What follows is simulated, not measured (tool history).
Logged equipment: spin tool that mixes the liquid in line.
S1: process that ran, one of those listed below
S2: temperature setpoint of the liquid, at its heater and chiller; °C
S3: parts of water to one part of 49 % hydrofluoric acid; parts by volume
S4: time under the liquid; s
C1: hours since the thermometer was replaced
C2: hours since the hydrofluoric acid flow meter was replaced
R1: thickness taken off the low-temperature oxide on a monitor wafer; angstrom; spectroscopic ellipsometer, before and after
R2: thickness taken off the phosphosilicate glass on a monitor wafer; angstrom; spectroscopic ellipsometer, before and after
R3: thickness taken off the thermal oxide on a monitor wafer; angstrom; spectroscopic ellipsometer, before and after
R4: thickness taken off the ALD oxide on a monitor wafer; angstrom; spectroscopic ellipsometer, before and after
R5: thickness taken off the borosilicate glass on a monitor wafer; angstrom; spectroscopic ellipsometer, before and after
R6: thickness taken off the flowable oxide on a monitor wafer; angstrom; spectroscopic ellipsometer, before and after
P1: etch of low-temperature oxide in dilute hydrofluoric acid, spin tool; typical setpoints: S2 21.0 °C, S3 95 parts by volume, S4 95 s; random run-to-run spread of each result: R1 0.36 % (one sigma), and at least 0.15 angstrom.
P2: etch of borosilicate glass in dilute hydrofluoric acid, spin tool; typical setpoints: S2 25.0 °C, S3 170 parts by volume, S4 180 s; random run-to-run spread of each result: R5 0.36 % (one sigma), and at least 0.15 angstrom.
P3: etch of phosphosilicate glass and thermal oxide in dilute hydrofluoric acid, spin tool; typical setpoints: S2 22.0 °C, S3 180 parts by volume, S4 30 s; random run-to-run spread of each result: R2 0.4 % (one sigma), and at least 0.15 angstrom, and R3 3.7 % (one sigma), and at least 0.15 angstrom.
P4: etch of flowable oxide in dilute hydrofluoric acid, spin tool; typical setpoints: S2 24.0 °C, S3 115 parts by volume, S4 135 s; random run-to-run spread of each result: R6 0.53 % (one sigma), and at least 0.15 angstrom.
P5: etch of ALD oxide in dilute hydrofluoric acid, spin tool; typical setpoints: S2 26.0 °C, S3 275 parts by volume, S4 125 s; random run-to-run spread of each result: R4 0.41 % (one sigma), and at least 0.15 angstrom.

Run 1, hour 8.9: S1 P1, S2 21.0 °C, S3 95 parts by volume, S4 95 s; C1 399.9; C2 185.1. Result: R1 110.910 angstrom.
Run 2, hour 16.3: S1 P3, S2 22.0 °C, S3 180 parts by volume, S4 30 s; C1 407.3; C2 192.5. Result: R2 174.260 angstrom, R3 6.9568 angstrom.
Run 3, hour 26.3: S1 P5, S2 26.0 °C, S3 275 parts by volume, S4 190 s; C1 417.3; C2 202.5. Result: R4 134.930 angstrom.
Run 4, hour 32.8: S1 P1, S2 21.0 °C, S3 165 parts by volume, S4 95 s; C1 423.8; C2 209.0. Result: R1 58.782 angstrom.
Run 5, hour 41.2: S1 P2, S2 25.0 °C, S3 170 parts by volume, S4 180 s; C1 432.2; C2 217.4. Result: R5 236.39 angstrom.
Run 6, hour 50.3: S1 P5, S2 26.0 °C, S3 275 parts by volume, S4 125 s; C1 441.3; C2 226.5. Result: R4 88.710 angstrom.
Run 7, hour 59.8: S1 P1, S2 21.0 °C, S3 95 parts by volume, S4 95 s; C1 450.8; C2 236.0. Result: R1 109.900 angstrom.
Run 8, hour 71.3: S1 P4, S2 24.0 °C, S3 115 parts by volume, S4 135 s; C1 462.3; C2 247.5. Result: R6 391.85 angstrom.
Run 9, hour 80.5: S1 P1, S2 21.0 °C, S3 95 parts by volume, S4 170 s; C1 471.5; C2 256.7. Result: R1 197.320 angstrom.
Run 10, hour 91.5: S1 P1, S2 21.0 °C, S3 95 parts by volume, S4 95 s; C1 482.5; C2 267.7. Result: R1 110.740 angstrom.
Run 11, hour 98.5: S1 P2, S2 25.0 °C, S3 170 parts by volume, S4 180 s; C1 489.5; C2 274.7. Result: R5 233.95 angstrom.
Run 12, hour 105.5: S1 P1, S2 25.5 °C, S3 95 parts by volume, S4 95 s; C1 496.5; C2 281.7. Result: R1 131.370 angstrom.
Run 13, hour 116.6: S1 P1, S2 21.0 °C, S3 95 parts by volume, S4 95 s; C1 507.6; C2 292.8. Result: R1 110.300 angstrom.
Run 14, hour 129.5: S1 P1, S2 21.0 °C, S3 50 parts by volume, S4 95 s; C1 520.5; C2 305.7. Result: R1 221.300 angstrom.
Run 15, hour 140.1: S1 P1, S2 21.0 °C, S3 60 parts by volume, S4 50 s; C1 531.1; C2 316.3. Result: R1 95.587 angstrom.
Run 16, hour 147.8: S1 P5, S2 26.0 °C, S3 410 parts by volume, S4 125 s; C1 538.8; C2 324.0. Result: R4 52.053 angstrom.
Run 17, hour 157.9: S1 P4, S2 24.0 °C, S3 115 parts by volume, S4 230 s; C1 548.9; C2 334.1. Result: R6 672.05 angstrom.
Run 18, hour 168.1: S1 P1, S2 21.0 °C, S3 95 parts by volume, S4 95 s; C1 559.1; C2 344.3. Result: R1 109.820 angstrom.
Run 19, hour 176.9: S1 P1, S2 17.0 °C, S3 25 parts by volume, S4 95 s; C1 567.9; C2 353.1. Result: R1 382.550 angstrom.
Run 20, hour 184.0: S1 P4, S2 24.0 °C, S3 165 parts by volume, S4 135 s; C1 575.0; C2 360.2. Result: R6 258.74 angstrom.
Run 21, hour 192.7: S1 P4, S2 17.0 °C, S3 115 parts by volume, S4 135 s; C1 583.7; C2 368.9. Result: R6 296.58 angstrom.
Run 22, hour 199.9: S1 P3, S2 22.0 °C, S3 75 parts by volume, S4 30 s; C1 590.9; C2 376.1. Result: R2 475.020 angstrom, R3 17.8260 angstrom.
Run 23, hour 212.7: S1 P1, S2 21.0 °C, S3 95 parts by volume, S4 95 s; C1 603.7; C2 388.9. Result: R1 110.660 angstrom.
Run 24, hour 224.3: S1 P4, S2 24.0 °C, S3 115 parts by volume, S4 135 s; C1 615.3; C2 400.5. Result: R6 393.04 angstrom.
Run 25, hour 230.4: S1 P2, S2 31.5 °C, S3 170 parts by volume, S4 180 s; C1 621.4; C2 406.6. Result: R5 295.89 angstrom.
Run 26, hour 243.3: S1 P2, S2 25.0 °C, S3 40 parts by volume, S4 180 s; C1 634.3; C2 419.5. Result: R5 1176.90 angstrom.
Run 27, hour 251.6: S1 P1, S2 21.0 °C, S3 95 parts by volume, S4 50 s; C1 642.6; C2 427.8. Result: R1 57.751 angstrom.
Run 28, hour 258.5: S1 P1, S2 21.0 °C, S3 95 parts by volume, S4 95 s; C1 649.5; C2 434.7. Result: R1 110.150 angstrom.
Run 29, hour 266.8: S1 P2, S2 25.0 °C, S3 170 parts by volume, S4 335 s; C1 657.8; C2 443.0. Result: R5 433.87 angstrom.
Run 30, hour 272.7: S1 P1, S2 17.0 °C, S3 95 parts by volume, S4 95 s; C1 663.7; C2 448.9. Result: R1 93.471 angstrom.
Run 31, hour 282.8: S1 P5, S2 32.0 °C, S3 275 parts by volume, S4 125 s; C1 673.8; C2 459.0. Result: R4 107.920 angstrom.
Run 32, hour 296.0: S1 P3, S2 17.0 °C, S3 180 parts by volume, S4 30 s; C1 687.0; C2 472.2. Result: R2 143.980 angstrom, R3 6.4160 angstrom.
Run 33, hour 306.4: S1 P5, S2 26.0 °C, S3 275 parts by volume, S4 125 s; C1 697.4; C2 482.6. Result: R4 88.231 angstrom.
Run 34, hour 315.0: S1 P3, S2 22.0 °C, S3 180 parts by volume, S4 30 s; C1 706.0; C2 491.2. Result: R2 175.940 angstrom, R3 6.6681 angstrom.
Run 35, hour 323.3: S1 P3, S2 22.0 °C, S3 180 parts by volume, S4 15 s; C1 714.3; C2 499.5. Result: R2 87.471 angstrom, R3 3.4658 angstrom.
Run 36, hour 336.3: S1 P1, S2 21.0 °C, S3 95 parts by volume, S4 95 s; C1 727.3; C2 512.5. Result: R1 110.880 angstrom.
Run 37, hour 344.5: S1 P1, S2 21.0 °C, S3 95 parts by volume, S4 95 s; C1 735.5; C2 520.7. Result: R1 108.150 angstrom.
Run 38, hour 353.4: S1 P1, S2 21.0 °C, S3 95 parts by volume, S4 95 s; C1 744.4; C2 529.6. Result: R1 105.740 angstrom.
Run 39, hour 366.5: S1 P1, S2 21.0 °C, S3 95 parts by volume, S4 95 s; C1 757.5; C2 542.7. Result: R1 104.560 angstrom.
Run 40, hour 372.8: S1 P1, S2 21.0 °C, S3 95 parts by volume, S4 95 s; C1 763.8; C2 549.0. Result: R1 102.940 angstrom.
Run 41, hour 379.0: S1 P1, S2 21.0 °C, S3 95 parts by volume, S4 95 s; C1 770.0; C2 555.2. Result: R1 103.530 angstrom.
Run 42, hour 391.8: S1 P1, S2 21.0 °C, S3 95 parts by volume, S4 95 s; C1 782.8; C2 568.0. Result: R1 102.830 angstrom.
Run 43, hour 404.2: S1 P1, S2 21.0 °C, S3 95 parts by volume, S4 95 s; C1 795.2; C2 580.4. Result: R1 102.180 angstrom.
Run 44, hour 415.6: S1 P1, S2 21.0 °C, S3 95 parts by volume, S4 95 s; C1 806.6; C2 591.8. Result: R1 102.180 angstrom.
Run 45, hour 428.7: S1 P1, S2 21.0 °C, S3 95 parts by volume, S4 95 s; C1 819.7; C2 604.9. Result: R1 101.320 angstrom.
Run 46, hour 434.9: S1 P1, S2 21.0 °C, S3 95 parts by volume, S4 95 s; C1 825.9; C2 611.1. Result: R1 101.350 angstrom.

Something has made what P1 gives creep away from where it was; the 2 causes below, each at its own stated size, fit the log equally well:
A: hydrofluoric acid flow below the setpoint (%) = 6.9
B: liquid colder than its thermometer reads (K) = 1.94
The onset of the drift is placed at about hour 336.3.

You are offered 4 check runs, listed below with question marks in place of their results; each one averages 2 wafers. Which run separates the listed causes by giving clearly different results for each?
Run check 1, hour 441.1: S1 P2, S2 25.0 °C, S3 65 parts by volume, S4 310 s. Result: R5 ?.
Run check 2, hour 441.1: S1 P4, S2 20.5 °C, S3 115 parts by volume, S4 135 s. Result: R6 ?.
Run check 3, hour 441.1: S1 P3, S2 22.0 °C, S3 80 parts by volume, S4 30 s. Result: R2 ?, R3 ?.
Run check 4, hour 441.1: S1 P5, S2 26.0 °C, S3 380 parts by volume, S4 125 s. Result: R4 ?.

What each check would give under each cause:
  check  result     if A     if B
check 1      R5  1113.10  1112.00
check 2      R6   316.62   317.11
check 3      R2  408.700  408.140
check 3      R3  16.0050  15.9830
check 4      R4   52.509   54.340
Distance between the nearest two causes, measured in the result of the check that separates them most: check 1 0.1 %; check 2 0.16 %; check 3 0.14 %; check 4 3.43 %
Check 4 tells the causes apart: in the others they would give nearly the same result.

Check 4 was then run and gave: R4 54.550 angstrom. Which cause is it?

It was cause B: liquid colder than its thermometer reads (K).
